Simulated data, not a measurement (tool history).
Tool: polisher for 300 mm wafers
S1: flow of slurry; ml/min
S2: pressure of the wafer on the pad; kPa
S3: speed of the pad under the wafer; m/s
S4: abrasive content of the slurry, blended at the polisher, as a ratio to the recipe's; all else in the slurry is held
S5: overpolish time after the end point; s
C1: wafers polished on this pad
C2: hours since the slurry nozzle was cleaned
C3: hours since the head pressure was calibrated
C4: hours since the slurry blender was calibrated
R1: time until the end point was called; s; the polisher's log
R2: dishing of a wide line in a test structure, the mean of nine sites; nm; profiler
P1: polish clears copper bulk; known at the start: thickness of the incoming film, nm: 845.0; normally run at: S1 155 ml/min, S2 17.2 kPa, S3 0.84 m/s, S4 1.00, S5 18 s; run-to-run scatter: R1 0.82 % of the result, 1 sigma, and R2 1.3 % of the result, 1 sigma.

Run 1, day 0.262: S1 155 ml/min, S2 17.2 kPa, S3 0.84 m/s, S4 1.00, S5 18 s; C1 548; C2 130.4; C3 307.4; C4 126.4. Result: R1 117.480 s, R2 70.413 nm.
Run 2, day 0.496: S1 155 ml/min, S2 17.2 kPa, S3 0.84 m/s, S4 1.00, S5 18 s; C1 589; C2 136.0; C3 313.0; C4 132.0. Result: R1 116.270 s, R2 69.366 nm.
Run 3, day 0.696: S1 110 ml/min, S2 24.8 kPa, S3 0.84 m/s, S4 1.00, S5 18 s; C1 624; C2 140.8; C3 317.8; C4 136.8. Result: R1 86.677 s, R2 88.995 nm.
Run 4, day 0.875: S1 155 ml/min, S2 24.8 kPa, S3 0.84 m/s, S4 1.00, S5 18 s; C1 656; C2 145.1; C3 322.1; C4 141.1. Result: R1 80.435 s, R2 89.734 nm.
Run 5, day 1.075: S1 155 ml/min, S2 17.2 kPa, S3 0.84 m/s, S4 1.00, S5 5 s; C1 691; C2 149.9; C3 326.9; C4 145.9. Result: R1 118.670 s, R2 26.217 nm.
Run 6, day 1.250: S1 155 ml/min, S2 17.2 kPa, S3 0.84 m/s, S4 1.40, S5 18 s; C1 722; C2 154.1; C3 331.1; C4 150.1. Result: R1 108.250 s, R2 72.787 nm.
Run 7, day 1.525: S1 155 ml/min, S2 17.2 kPa, S3 0.84 m/s, S4 1.00, S5 18 s; C1 770; C2 160.7; C3 337.7; C4 156.7. Result: R1 116.650 s, R2 69.582 nm.
Run 8, day 1.771: S1 155 ml/min, S2 17.2 kPa, S3 0.84 m/s, S4 1.00, S5 29 s; C1 814; C2 166.6; C3 343.6; C4 162.6. Result: R1 116.790 s, R2 90.769 nm.
Run 9, day 1.942: S1 155 ml/min, S2 17.2 kPa, S3 0.84 m/s, S4 1.00, S5 18 s; C1 844; C2 170.7; C3 347.7; C4 166.7. Result: R1 116.330 s, R2 71.398 nm.
Run 10, day 2.242: S1 155 ml/min, S2 10.3 kPa, S3 0.84 m/s, S4 1.00, S5 18 s; C1 897; C2 177.9; C3 354.9; C4 173.9. Result: R1 195.670 s, R2 45.571 nm.
Run 11, day 2.392: S1 95 ml/min, S2 17.2 kPa, S3 0.84 m/s, S4 1.00, S5 18 s; C1 923; C2 181.5; C3 358.5; C4 177.5. Result: R1 129.000 s, R2 64.559 nm.
Run 12, day 2.658: S1 155 ml/min, S2 17.2 kPa, S3 0.84 m/s, S4 0.65, S5 18 s; C1 970; C2 187.9; C3 364.9; C4 183.9. Result: R1 126.800 s, R2 65.191 nm.
Run 13, day 2.838: S1 205 ml/min, S2 17.2 kPa, S3 0.84 m/s, S4 1.00, S5 18 s; C1 1001; C2 192.2; C3 369.2; C4 188.2. Result: R1 110.730 s, R2 70.601 nm.
Run 14, day 3.067: S1 155 ml/min, S2 17.2 kPa, S3 0.84 m/s, S4 1.00, S5 18 s; C1 1042; C2 197.7; C3 374.7; C4 193.7. Result: R1 115.610 s, R2 68.734 nm.
Run 15, day 3.312: S1 155 ml/min, S2 17.2 kPa, S3 1.06 m/s, S4 1.00, S5 18 s; C1 1085; C2 203.6; C3 380.6; C4 199.6. Result: R1 92.233 s, R2 80.379 nm.
Run 16, day 3.567: S1 155 ml/min, S2 17.2 kPa, S3 0.84 m/s, S4 1.00, S5 18 s; C1 1130; C2 209.7; C3 386.7; C4 205.7. Result: R1 115.390 s, R2 69.694 nm.
Run 17, day 3.808: S1 155 ml/min, S2 17.2 kPa, S3 0.38 m/s, S4 1.00, S5 18 s; C1 1172; C2 215.5; C3 392.5; C4 211.5. Result: R1 257.290 s, R2 39.007 nm.
Run 18, day 4.062: S1 155 ml/min, S2 17.2 kPa, S3 0.84 m/s, S4 1.00, S5 18 s; C1 1217; C2 221.6; C3 398.6; C4 217.6. Result: R1 116.950 s, R2 70.330 nm.
Run 19, day 4.296: S1 155 ml/min, S2 7.6 kPa, S3 0.84 m/s, S4 0.65, S5 18 s; C1 1258; C2 227.2; C3 404.2; C4 223.2. Result: R1 289.870 s, R2 32.646 nm.
Run 20, day 4.612: S1 155 ml/min, S2 17.2 kPa, S3 0.84 m/s, S4 1.00, S5 18 s; C1 1314; C2 234.8; C3 411.8; C4 230.8. Result: R1 117.020 s, R2 67.477 nm.
Run 21, day 4.892: S1 155 ml/min, S2 17.2 kPa, S3 0.84 m/s, S4 1.00, S5 18 s; C1 1363; C2 241.5; C3 418.5; C4 237.5. Result: R1 120.370 s, R2 67.351 nm.
Run 22, day 5.167: S1 155 ml/min, S2 17.2 kPa, S3 0.84 m/s, S4 1.00, S5 18 s; C1 1411; C2 248.1; C3 425.1; C4 244.1. Result: R1 123.000 s, R2 65.843 nm.
Run 23, day 5.429: S1 155 ml/min, S2 17.2 kPa, S3 0.84 m/s, S4 1.00, S5 18 s; C1 1458; C2 254.4; C3 431.4; C4 250.4. Result: R1 122.850 s, R2 68.560 nm.
At day 5.625: slurry blender recalibrated.
Run 24, day 5.733: S1 155 ml/min, S2 17.2 kPa, S3 0.84 m/s, S4 1.00, S5 18 s; C1 1511; C2 261.7; C3 438.7; C4 2.7. Result: R1 123.940 s, R2 66.358 nm.
Run 25, day 6.038: S1 155 ml/min, S2 17.2 kPa, S3 0.84 m/s, S4 1.00, S5 18 s; C1 1565; C2 269.0; C3 446.0; C4 10.0. Result: R1 126.320 s, R2 65.423 nm.
Run 26, day 6.208: S1 155 ml/min, S2 17.2 kPa, S3 0.84 m/s, S4 1.00, S5 18 s; C1 1595; C2 273.1; C3 450.1; C4 14.1. Result: R1 125.480 s, R2 66.616 nm.

Run 27 comes next. What will it give?
At day 6.233: head pressure recalibrated.
Run 27, day 6.538: S1 155 ml/min, S2 17.2 kPa, S3 0.84 m/s, S4 1.00, S5 18 s; C1 1653; C2 281.0; C3 7.4; C4 22.0. Result: R1 ?, R2 ?.

R1: 125.540 s
R2: 65.855 nm
